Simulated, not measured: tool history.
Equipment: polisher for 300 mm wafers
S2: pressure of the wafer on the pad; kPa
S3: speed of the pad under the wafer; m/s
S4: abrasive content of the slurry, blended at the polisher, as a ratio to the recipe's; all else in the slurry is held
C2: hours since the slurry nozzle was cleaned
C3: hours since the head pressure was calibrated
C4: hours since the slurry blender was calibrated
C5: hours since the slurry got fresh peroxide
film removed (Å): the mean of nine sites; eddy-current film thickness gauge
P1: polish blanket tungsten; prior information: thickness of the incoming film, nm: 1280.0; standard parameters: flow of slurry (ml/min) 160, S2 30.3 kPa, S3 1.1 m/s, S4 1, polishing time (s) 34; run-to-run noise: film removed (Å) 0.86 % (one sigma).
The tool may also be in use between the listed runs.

{"run": 1, "hour": 16.8, "flow of slurry (ml/min)": 160, "S2": 30.3, "S3": 1.1, "S4": 1, "polishing time (s)": 34, "wafers polished on this pad": 708, "C2": 275.4, "C3": 137, "C4": 285.3, "C5": 100.4, "film removed (Å)": 1797.6}
{"run": 2, "hour": 25.9, "flow of slurry (ml/min)": 160, "S2": 30.3, "S3": 1.1, "S4": 0.75, "polishing time (s)": 48, "wafers polished on this pad": 837, "C2": 284.5, "C3": 146.1, "C4": 294.4, "C5": 109.5, "film removed (Å)": 2368.9}
{"run": 3, "hour": 34.2, "flow of slurry (ml/min)": 210, "S2": 21.4, "S3": 1.1, "S4": 1, "polishing time (s)": 34, "wafers polished on this pad": 955, "C2": 292.8, "C3": 154.4, "C4": 302.7, "C5": 117.8, "film removed (Å)": 1306.9}
{"run": 4, "hour": 44.7, "flow of slurry (ml/min)": 160, "S2": 30.3, "S3": 1.1, "S4": 1, "polishing time (s)": 49, "wafers polished on this pad": 1104, "C2": 303.3, "C3": 164.9, "C4": 313.2, "C5": 128.3, "film removed (Å)": 2588.3}
{"run": 5, "hour": 57.8, "flow of slurry (ml/min)": 160, "S2": 30.3, "S3": 1.1, "S4": 1, "polishing time (s)": 34, "wafers polished on this pad": 1290, "C2": 316.4, "C3": 178, "C4": 326.3, "C5": 141.4, "film removed (Å)": 1796}
{"run": 6, "hour": 65.9, "flow of slurry (ml/min)": 160, "S2": 14.5, "S3": 1.1, "S4": 1, "polishing time (s)": 34, "wafers polished on this pad": 1406, "C2": 324.5, "C3": 186.1, "C4": 334.4, "C5": 149.5, "film removed (Å)": 853.6}
{"run": 7, "hour": 77.6, "flow of slurry (ml/min)": 95, "S2": 30.3, "S3": 1.1, "S4": 1, "polishing time (s)": 34, "wafers polished on this pad": 1572, "C2": 336.2, "C3": 197.8, "C4": 346.1, "C5": 161.2, "film removed (Å)": 1626.2}
{"run": 8, "hour": 86.3, "flow of slurry (ml/min)": 160, "S2": 30.3, "S3": 1.1, "S4": 1, "polishing time (s)": 34, "wafers polished on this pad": 1696, "C2": 344.9, "C3": 206.5, "C4": 354.8, "C5": 169.9, "film removed (Å)": 1813.1}
{"run": 9, "hour": 100.1, "flow of slurry (ml/min)": 240, "S2": 30.3, "S3": 1.1, "S4": 1, "polishing time (s)": 34, "wafers polished on this pad": 1892, "C2": 358.7, "C3": 220.3, "C4": 368.6, "C5": 183.7, "film removed (Å)": 1882.4}
{"run": 10, "hour": 107.5, "flow of slurry (ml/min)": 160, "S2": 38.6, "S3": 1.1, "S4": 1, "polishing time (s)": 24, "wafers polished on this pad": 1997, "C2": 366.1, "C3": 227.7, "C4": 376, "C5": 191.1, "film removed (Å)": 1596.6}
{"run": 11, "hour": 123.6, "flow of slurry (ml/min)": 160, "S2": 30.3, "S3": 1.1, "S4": 1, "polishing time (s)": 18, "wafers polished on this pad": 2226, "C2": 382.2, "C3": 243.8, "C4": 392.1, "C5": 207.2, "film removed (Å)": 946.86}
{"run": 12, "hour": 132.9, "flow of slurry (ml/min)": 160, "S2": 30.3, "S3": 0.76, "S4": 1, "polishing time (s)": 34, "wafers polished on this pad": 2358, "C2": 391.5, "C3": 253.1, "C4": 401.4, "C5": 216.5, "film removed (Å)": 1240.9}
{"run": 13, "hour": 148.8, "flow of slurry (ml/min)": 160, "S2": 30.3, "S3": 1.1, "S4": 0.75, "polishing time (s)": 34, "wafers polished on this pad": 2584, "C2": 407.4, "C3": 269, "C4": 417.3, "C5": 232.4, "film removed (Å)": 1687.9}
{"run": 14, "hour": 157.6, "flow of slurry (ml/min)": 160, "S2": 30.3, "S3": 1.1, "S4": 1.45, "polishing time (s)": 34, "wafers polished on this pad": 2709, "C2": 416.2, "C3": 277.8, "C4": 426.1, "C5": 241.2, "film removed (Å)": 1944.2}
{"run": 15, "hour": 172.3, "flow of slurry (ml/min)": 160, "S2": 46.2, "S3": 1.1, "S4": 1, "polishing time (s)": 34, "wafers polished on this pad": 2918, "C2": 430.9, "C3": 292.5, "C4": 440.8, "C5": 255.9, "film removed (Å)": 2692.3}

For run 16, what comes out?
{"hour": 180.3, "done": "head pressure recalibrated"}
{"run": 16, "hour": 184.1, "flow of slurry (ml/min)": 160, "S2": 30.3, "S3": 1.1, "S4": 1, "polishing time (s)": 34, "wafers polished on this pad": 3086, "C2": 442.7, "C3": 3.8, "C4": 452.6, "C5": 267.7, "film removed (Å)": "?"}

{"run 16": {"film removed (Å)": 1797.8}}
